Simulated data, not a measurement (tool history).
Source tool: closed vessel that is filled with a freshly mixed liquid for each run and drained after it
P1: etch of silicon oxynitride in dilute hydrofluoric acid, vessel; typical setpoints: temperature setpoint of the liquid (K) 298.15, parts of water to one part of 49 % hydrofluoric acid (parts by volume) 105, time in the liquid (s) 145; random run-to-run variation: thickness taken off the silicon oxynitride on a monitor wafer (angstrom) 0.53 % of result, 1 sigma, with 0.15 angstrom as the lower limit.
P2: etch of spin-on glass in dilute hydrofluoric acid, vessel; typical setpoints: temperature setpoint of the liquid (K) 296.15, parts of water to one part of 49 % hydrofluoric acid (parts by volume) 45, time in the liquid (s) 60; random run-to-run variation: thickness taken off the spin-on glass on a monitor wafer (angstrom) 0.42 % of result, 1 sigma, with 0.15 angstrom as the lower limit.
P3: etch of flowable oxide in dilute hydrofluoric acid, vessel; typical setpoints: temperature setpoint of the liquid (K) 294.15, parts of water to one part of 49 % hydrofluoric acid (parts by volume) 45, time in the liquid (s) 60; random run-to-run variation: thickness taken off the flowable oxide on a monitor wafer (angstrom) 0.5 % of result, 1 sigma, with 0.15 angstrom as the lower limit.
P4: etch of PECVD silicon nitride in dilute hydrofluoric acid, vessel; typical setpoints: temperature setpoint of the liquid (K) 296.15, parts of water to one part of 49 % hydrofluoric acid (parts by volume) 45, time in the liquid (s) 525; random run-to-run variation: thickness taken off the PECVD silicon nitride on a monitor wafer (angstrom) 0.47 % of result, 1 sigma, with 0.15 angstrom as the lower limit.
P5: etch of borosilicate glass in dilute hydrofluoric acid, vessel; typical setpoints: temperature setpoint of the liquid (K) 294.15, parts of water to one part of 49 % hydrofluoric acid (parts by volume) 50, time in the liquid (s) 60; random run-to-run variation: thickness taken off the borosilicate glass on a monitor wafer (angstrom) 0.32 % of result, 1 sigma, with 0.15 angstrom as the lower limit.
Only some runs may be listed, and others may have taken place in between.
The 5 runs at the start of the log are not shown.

run     day  process that ran  temperature setpoint of the liquid (K)  parts of water to one part of 49 % hydrofluoric acid (parts by volume)  time in the liquid (s)  hours since the thermometer was replaced  hours since the hydrofluoric acid flow meter was replaced  thickness taken off the silicon oxynitride on a monitor wafer (angstrom)  thickness taken off the flowable oxide on a monitor wafer (angstrom)  thickness taken off the spin-on glass on a monitor wafer (angstrom)  thickness taken off the borosilicate glass on a monitor wafer (angstrom)  thickness taken off the PECVD silicon nitride on a monitor wafer (angstrom)
  6   2.662                P1                                  305.65                                                                     105                     145                                    1614.5                                                      350.6                                                                    77.553
  7   2.979                P1                                  294.15                                                                     105                     145                                    1622.1                                                      358.2                                                                    45.663
  8     3.6                P2                                  296.15                                                                      45                      60                                      1637                                                      373.1                                                                                                                                                                                                               513.66
  9   3.942                P3                                  290.15                                                                      45                      60                                    1645.2                                                      381.3                                                                                                                                          343.83
 10   4.408                P1                                  298.15                                                                     105                     145                                    1656.4                                                      392.5                                                                    55.222
 11    4.85                P1                                  298.15                                                                     105                     280                                      1667                                                      403.1                                                                    105.92
 12   5.475                P1                                  298.15                                                                     105                     145                                      1682                                                      418.1                                                                    55.404
 13   5.912                P3                                  294.15                                                                      45                      30                                    1692.5                                                      428.6                                                                                                                                          203.38
 14   6.204                P1                                  298.15                                                                     180                     145                                    1699.5                                                      435.6                                                                    30.177
 15     6.8                P5                                  294.15                                                                      50                     100                                    1713.8                                                      449.9                                                                                                                                                                                                                                                                                         404.81
 16   7.329                P5                                  298.15                                                                      50                      60                                    1726.5                                                      462.6                                                                                                                                                                                                                                                                                         287.68
 17   7.658                P2                                  290.65                                                                      45                      60                                    1734.4                                                      470.5                                                                                                                                                                                                               403.12
 18   8.171                P4                                  290.15                                                                      45                     525                                    1746.7                                                      482.8                                                                                                                                                                                                                                                                                                                                                                      282.89
 19   8.775                P1                                  298.15                                                                     105                     145                                    1761.2                                                      497.3                                                                    55.317
 20   9.404                P4                                  296.15                                                                      70                     525                                    1776.3                                                      512.4                                                                                                                                                                                                                                                                                                                                                                      281.42
 21   9.862                P1                                  298.15                                                                     105                     145                                    1787.3                                                      523.4                                                                    55.057
 22  10.175                P3                                  294.15                                                                      45                      60                                    1794.8                                                      530.9                                                                                                                                           411.2
 23  10.758                P5                                  294.15                                                                      30                      60                                    1808.8                                                      544.9                                                                                                                                                                                                                                                                                         416.26
 24  11.383                P1                                  298.15                                                                      65                     145                                    1823.8                                                      559.9                                                                     92.75
 25  11.829                P4                                  296.15                                                                      45                      65                                    1834.5                                                      570.6                                                                                                                                                                                                                                                                                                                                                                       53.82
 26  12.196                P4                                  296.15                                                                      45                     525                                    1843.3                                                      579.4                                                                                                                                                                                                                                                                                                                                                                       426.3
 27  12.512                P2                                  296.15                                                                      20                      60                                    1850.9                                                        587                                                                                                                                                                                                               1194.3
 28  13.079                P5                                  294.15                                                                      50                      60                                    1864.5                                                      600.6                                                                                                                                                                                                                                                                                         243.72
 29  13.446                P1                                  294.65                                                                     105                      30                                    1873.3                                                      609.4                                                                    9.6733

Expected results for the next run?
 30  14.012                P2                                  296.15                                                                      45                      30                                    1886.9                                                        623                                                                                                                                                                                                                    ?

Run 30 yielded thickness taken off the spin-on glass on a monitor wafer (angstrom) 257.81.
